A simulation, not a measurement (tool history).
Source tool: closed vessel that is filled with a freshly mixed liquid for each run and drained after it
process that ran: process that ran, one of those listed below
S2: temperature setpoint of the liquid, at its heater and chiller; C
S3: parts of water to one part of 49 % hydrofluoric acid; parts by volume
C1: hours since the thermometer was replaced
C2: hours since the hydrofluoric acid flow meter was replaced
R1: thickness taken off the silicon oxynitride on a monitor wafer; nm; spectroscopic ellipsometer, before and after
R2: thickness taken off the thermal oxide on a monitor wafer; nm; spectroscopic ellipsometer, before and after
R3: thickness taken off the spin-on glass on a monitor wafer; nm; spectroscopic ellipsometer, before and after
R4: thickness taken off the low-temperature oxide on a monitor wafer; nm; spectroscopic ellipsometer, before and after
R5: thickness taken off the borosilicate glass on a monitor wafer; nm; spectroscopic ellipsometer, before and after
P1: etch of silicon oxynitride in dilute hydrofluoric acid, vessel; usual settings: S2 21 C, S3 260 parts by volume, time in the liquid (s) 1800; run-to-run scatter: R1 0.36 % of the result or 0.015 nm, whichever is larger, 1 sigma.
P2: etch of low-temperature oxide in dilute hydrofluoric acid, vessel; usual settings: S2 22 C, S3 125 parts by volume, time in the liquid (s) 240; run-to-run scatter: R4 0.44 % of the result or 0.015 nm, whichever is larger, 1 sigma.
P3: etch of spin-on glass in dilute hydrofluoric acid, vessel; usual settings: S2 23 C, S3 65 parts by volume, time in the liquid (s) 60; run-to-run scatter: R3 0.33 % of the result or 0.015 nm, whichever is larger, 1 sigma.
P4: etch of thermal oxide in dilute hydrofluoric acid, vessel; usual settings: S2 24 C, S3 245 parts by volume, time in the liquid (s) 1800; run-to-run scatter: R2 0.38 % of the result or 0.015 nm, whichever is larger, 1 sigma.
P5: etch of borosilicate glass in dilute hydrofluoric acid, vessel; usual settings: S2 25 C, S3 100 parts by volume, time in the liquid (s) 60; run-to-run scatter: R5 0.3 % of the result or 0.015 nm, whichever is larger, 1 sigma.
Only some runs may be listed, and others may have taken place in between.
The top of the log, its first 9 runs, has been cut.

run 10 hour=40.6 | process_that_ran=P5 S2=25 S3=100 time_in_the_liquid_(s)=60 | C1=1120.7 C2=890.3 | R5=31.546
run 11 hour=44.6 | process_that_ran=P5 S2=25 S3=45 time_in_the_liquid_(s)=60 | C1=1124.7 C2=894.3 | R5=75.276
run 12 hour=47.7 | process_that_ran=P5 S2=25 S3=100 time_in_the_liquid_(s)=30 | C1=1127.8 C2=897.4 | R5=15.809
run 13 hour=52.1 | process_that_ran=P2 S2=22 S3=125 time_in_the_liquid_(s)=240 | C1=1132.2 C2=901.8 | R4=17.786
run 14 hour=56.8 | process_that_ran=P3 S2=23 S3=65 time_in_the_liquid_(s)=115 | C1=1136.9 C2=906.5 | R3=97.298
run 15 hour=59.9 | process_that_ran=P1 S2=21 S3=80 time_in_the_liquid_(s)=365 | C1=1140 C2=909.6 | R1=8.943
run 16 hour=62.2 | process_that_ran=P4 S2=24 S3=245 time_in_the_liquid_(s)=1800 | C1=1142.3 C2=911.9 | R2=30.029
run 17 hour=66 | process_that_ran=P2 S2=22 S3=35 time_in_the_liquid_(s)=240 | C1=1146.1 C2=915.7 | R4=71.637
run 18 hour=68.8 | process_that_ran=P1 S2=21 S3=260 time_in_the_liquid_(s)=1800 | C1=1148.9 C2=918.5 | R1=11.939
run 19 hour=73.1 | process_that_ran=P5 S2=32.5 S3=100 time_in_the_liquid_(s)=60 | C1=1153.2 C2=922.8 | R5=41.916
run 20 hour=78 | process_that_ran=P3 S2=23 S3=65 time_in_the_liquid_(s)=60 | C1=1158.1 C2=927.7 | R3=51.176
run 21 hour=80.4 | process_that_ran=P1 S2=21 S3=260 time_in_the_liquid_(s)=30 | C1=1160.5 C2=930.1 | R1=0.21105
run 22 hour=85.2 | process_that_ran=P1 S2=17 S3=260 time_in_the_liquid_(s)=3315 | C1=1165.3 C2=934.9 | R1=18.414
run 23 hour=89.9 | process_that_ran=P4 S2=24 S3=445 time_in_the_liquid_(s)=1800 | C1=1170 C2=939.6 | R2=13.684
run 24 hour=93.7 | process_that_ran=P4 S2=24 S3=245 time_in_the_liquid_(s)=2750 | C1=1173.8 C2=943.4 | R2=45.953

The next listed run, before its measurement:
run 25 hour=97.6 | process_that_ran=P1 S2=21 S3=260 time_in_the_liquid_(s)=1800 | C1=1177.7 C2=947.3 | R1=?

R1: 11.924 nm

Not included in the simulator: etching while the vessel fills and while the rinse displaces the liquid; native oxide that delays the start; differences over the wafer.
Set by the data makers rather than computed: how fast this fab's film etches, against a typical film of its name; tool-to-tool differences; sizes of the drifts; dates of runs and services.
